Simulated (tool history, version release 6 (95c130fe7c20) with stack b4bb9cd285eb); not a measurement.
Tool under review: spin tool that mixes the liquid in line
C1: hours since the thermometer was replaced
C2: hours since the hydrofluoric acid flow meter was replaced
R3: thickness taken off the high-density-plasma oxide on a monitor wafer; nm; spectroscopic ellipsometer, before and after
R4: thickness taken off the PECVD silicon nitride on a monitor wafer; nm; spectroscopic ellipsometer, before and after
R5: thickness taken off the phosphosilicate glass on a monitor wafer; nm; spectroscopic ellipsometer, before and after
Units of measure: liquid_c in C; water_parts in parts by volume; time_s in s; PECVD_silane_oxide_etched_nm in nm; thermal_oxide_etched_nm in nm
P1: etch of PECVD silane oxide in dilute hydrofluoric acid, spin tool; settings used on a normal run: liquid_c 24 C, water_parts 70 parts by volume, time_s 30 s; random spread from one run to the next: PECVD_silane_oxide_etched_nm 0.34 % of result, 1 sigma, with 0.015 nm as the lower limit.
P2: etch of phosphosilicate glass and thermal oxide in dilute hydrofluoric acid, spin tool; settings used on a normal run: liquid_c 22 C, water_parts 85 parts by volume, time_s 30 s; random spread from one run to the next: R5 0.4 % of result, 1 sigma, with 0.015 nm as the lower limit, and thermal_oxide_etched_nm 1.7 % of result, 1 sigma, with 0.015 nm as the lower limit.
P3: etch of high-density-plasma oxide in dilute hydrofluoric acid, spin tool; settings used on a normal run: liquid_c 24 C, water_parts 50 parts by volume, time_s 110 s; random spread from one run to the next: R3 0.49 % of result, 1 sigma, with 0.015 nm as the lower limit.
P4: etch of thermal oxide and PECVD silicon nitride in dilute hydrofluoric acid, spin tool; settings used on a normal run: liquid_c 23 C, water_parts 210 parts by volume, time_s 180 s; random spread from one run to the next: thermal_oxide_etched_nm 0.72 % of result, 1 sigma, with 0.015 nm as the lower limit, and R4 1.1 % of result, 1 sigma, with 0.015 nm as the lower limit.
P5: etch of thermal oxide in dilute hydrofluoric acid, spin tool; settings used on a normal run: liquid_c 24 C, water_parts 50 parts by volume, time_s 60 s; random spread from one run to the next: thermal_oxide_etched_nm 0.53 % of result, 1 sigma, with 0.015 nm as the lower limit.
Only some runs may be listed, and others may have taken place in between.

{"run": 1, "hour": 3.7, "process": "P1", "liquid_c": 24, "water_parts": 70, "time_s": 30, "C1": 1568.6, "C2": 340.5, "PECVD_silane_oxide_etched_nm": 7.1704}
{"run": 2, "hour": 8.2, "process": "P1", "liquid_c": 24, "water_parts": 70, "time_s": 30, "C1": 1573.1, "C2": 345, "PECVD_silane_oxide_etched_nm": 7.1735}
{"run": 3, "hour": 13.7, "process": "P1", "liquid_c": 24, "water_parts": 70, "time_s": 15, "C1": 1578.6, "C2": 350.5, "PECVD_silane_oxide_etched_nm": 3.6068}
{"run": 4, "hour": 19.6, "process": "P5", "liquid_c": 24, "water_parts": 50, "time_s": 60, "C1": 1584.5, "C2": 356.4, "thermal_oxide_etched_nm": 5.9162}
{"run": 5, "hour": 23.5, "process": "P3", "liquid_c": 24, "water_parts": 20, "time_s": 110, "C1": 1588.4, "C2": 360.3, "R3": 32.566}
{"run": 6, "hour": 26.6, "process": "P5", "liquid_c": 24, "water_parts": 50, "time_s": 115, "C1": 1591.5, "C2": 363.4, "thermal_oxide_etched_nm": 11.309}
{"run": 7, "hour": 32.3, "process": "P1", "liquid_c": 24, "water_parts": 70, "time_s": 30, "C1": 1597.2, "C2": 369.1, "PECVD_silane_oxide_etched_nm": 7.1878}
{"run": 8, "hour": 36.8, "process": "P4", "liquid_c": 17, "water_parts": 210, "time_s": 180, "C1": 1601.7, "C2": 373.6, "thermal_oxide_etched_nm": 2.7883, "R4": 1.314}
{"run": 9, "hour": 42.9, "process": "P1", "liquid_c": 24, "water_parts": 70, "time_s": 30, "C1": 1607.8, "C2": 379.7, "PECVD_silane_oxide_etched_nm": 7.1611}
{"run": 10, "hour": 47.4, "process": "P3", "liquid_c": 24, "water_parts": 50, "time_s": 110, "C1": 1612.3, "C2": 384.2, "R3": 12.532}
{"run": 11, "hour": 53.0, "process": "P3", "liquid_c": 31.5, "water_parts": 50, "time_s": 110, "C1": 1617.9, "C2": 389.8, "R3": 16.879}
{"run": 12, "hour": 56.6, "process": "P4", "liquid_c": 23, "water_parts": 210, "time_s": 180, "C1": 1621.5, "C2": 393.4, "thermal_oxide_etched_nm": 3.4991, "R4": 1.9446}
{"run": 13, "hour": 60.1, "process": "P1", "liquid_c": 17, "water_parts": 70, "time_s": 30, "C1": 1625, "C2": 396.9, "PECVD_silane_oxide_etched_nm": 5.4293}
{"run": 14, "hour": 63.3, "process": "P1", "liquid_c": 24, "water_parts": 45, "time_s": 15, "C1": 1628.2, "C2": 400.1, "PECVD_silane_oxide_etched_nm": 5.7666}
{"run": 15, "hour": 68.8, "process": "P4", "liquid_c": 23, "water_parts": 380, "time_s": 180, "C1": 1633.7, "C2": 405.6, "thermal_oxide_etched_nm": 1.653, "R4": 1.1142}
{"run": 16, "hour": 74.8, "process": "P2", "liquid_c": 22, "water_parts": 120, "time_s": 30, "C1": 1639.7, "C2": 411.6, "thermal_oxide_etched_nm": 1.0313, "R5": 37.235}
{"run": 17, "hour": 80.7, "process": "P5", "liquid_c": 24, "water_parts": 20, "time_s": 60, "C1": 1645.6, "C2": 417.5, "thermal_oxide_etched_nm": 15.347}
{"run": 18, "hour": 84.4, "process": "P1", "liquid_c": 24, "water_parts": 70, "time_s": 50, "C1": 1649.3, "C2": 421.2, "PECVD_silane_oxide_etched_nm": 11.977}
{"run": 19, "hour": 89.6, "process": "P3", "liquid_c": 24, "water_parts": 50, "time_s": 110, "C1": 1654.5, "C2": 426.4, "R3": 12.484}
{"run": 20, "hour": 94.8, "process": "P1", "liquid_c": 29, "water_parts": 70, "time_s": 15, "C1": 1659.7, "C2": 431.6, "PECVD_silane_oxide_etched_nm": 4.4062}
{"run": 21, "hour": 97.7, "process": "P1", "liquid_c": 24, "water_parts": 20, "time_s": 30, "C1": 1662.6, "C2": 434.5, "PECVD_silane_oxide_etched_nm": 27.087}
{"run": 22, "hour": 101.8, "process": "P3", "liquid_c": 24, "water_parts": 50, "time_s": 25, "C1": 1666.7, "C2": 438.6, "R3": 2.8165}
{"run": 23, "hour": 107.3, "process": "P1", "liquid_c": 27.5, "water_parts": 70, "time_s": 30, "C1": 1672.2, "C2": 444.1, "PECVD_silane_oxide_etched_nm": 8.3125}
{"run": 24, "hour": 111.6, "process": "P1", "liquid_c": 24, "water_parts": 120, "time_s": 30, "C1": 1676.5, "C2": 448.4, "PECVD_silane_oxide_etched_nm": 3.9339}
{"run": 25, "hour": 117.7, "process": "P2", "liquid_c": 26, "water_parts": 85, "time_s": 30, "C1": 1682.6, "C2": 454.5, "thermal_oxide_etched_nm": 1.8568, "R5": 64.224}
{"run": 26, "hour": 122.4, "process": "P2", "liquid_c": 22, "water_parts": 85, "time_s": 30, "C1": 1687.3, "C2": 459.2, "thermal_oxide_etched_nm": 1.5503, "R5": 54.901}
{"run": 27, "hour": 125.9, "process": "P4", "liquid_c": 23, "water_parts": 210, "time_s": 180, "C1": 1690.8, "C2": 462.7, "thermal_oxide_etched_nm": 3.4694, "R4": 1.9918}
{"run": 28, "hour": 131.8, "process": "P1", "liquid_c": 24, "water_parts": 70, "time_s": 30, "C1": 1696.7, "C2": 468.6, "PECVD_silane_oxide_etched_nm": 7.1638}
{"run": 29, "hour": 134.6, "process": "P2", "liquid_c": 22, "water_parts": 85, "time_s": 60, "C1": 1699.5, "C2": 471.4, "thermal_oxide_etched_nm": 3.1698, "R5": 110.66}
{"run": 30, "hour": 137.5, "process": "P5", "liquid_c": 24, "water_parts": 50, "time_s": 60, "C1": 1702.4, "C2": 474.3, "thermal_oxide_etched_nm": 5.8766}
{"run": 31, "hour": 140.4, "process": "P5", "liquid_c": 30.5, "water_parts": 50, "time_s": 60, "C1": 1705.3, "C2": 477.2, "thermal_oxide_etched_nm": 7.6692}
{"run": 32, "hour": 143.8, "process": "P1", "liquid_c": 24, "water_parts": 25, "time_s": 15, "C1": 1708.7, "C2": 480.6, "PECVD_silane_oxide_etched_nm": 10.662}
{"run": 33, "hour": 147.9, "process": "P4", "liquid_c": 23, "water_parts": 210, "time_s": 310, "C1": 1712.8, "C2": 484.7, "thermal_oxide_etched_nm": 6.1092, "R4": 3.3908}
{"run": 34, "hour": 152.3, "process": "P1", "liquid_c": 24, "water_parts": 70, "time_s": 30, "C1": 1717.2, "C2": 489.1, "PECVD_silane_oxide_etched_nm": 7.1687}
{"run": 35, "hour": 156.1, "process": "P1", "liquid_c": 24, "water_parts": 70, "time_s": 30, "C1": 1721, "C2": 492.9, "PECVD_silane_oxide_etched_nm": 6.9984}
{"run": 36, "hour": 162.0, "process": "P1", "liquid_c": 24, "water_parts": 70, "time_s": 30, "C1": 1726.9, "C2": 498.8, "PECVD_silane_oxide_etched_nm": 6.7522}
{"run": 37, "hour": 167.3, "process": "P1", "liquid_c": 24, "water_parts": 70, "time_s": 30, "C1": 1732.2, "C2": 504.1, "PECVD_silane_oxide_etched_nm": 6.6607}
{"run": 38, "hour": 172.7, "process": "P1", "liquid_c": 24, "water_parts": 70, "time_s": 30, "C1": 1737.6, "C2": 509.5, "PECVD_silane_oxide_etched_nm": 6.6623}
{"run": 39, "hour": 176.7, "process": "P1", "liquid_c": 24, "water_parts": 70, "time_s": 30, "C1": 1741.6, "C2": 513.5, "PECVD_silane_oxide_etched_nm": 6.6549}
{"run": 40, "hour": 181.0, "process": "P1", "liquid_c": 24, "water_parts": 70, "time_s": 30, "C1": 1745.9, "C2": 517.8, "PECVD_silane_oxide_etched_nm": 6.6299}

Run 41 is up next; what results do you expect?
{"run": 41, "hour": 186.6, "process": "P1", "liquid_c": 24, "water_parts": 70, "time_s": 30, "C1": 1751.5, "C2": 523.4, "PECVD_silane_oxide_etched_nm": "?"}

PECVD_silane_oxide_etched_nm: 6.5799 nm
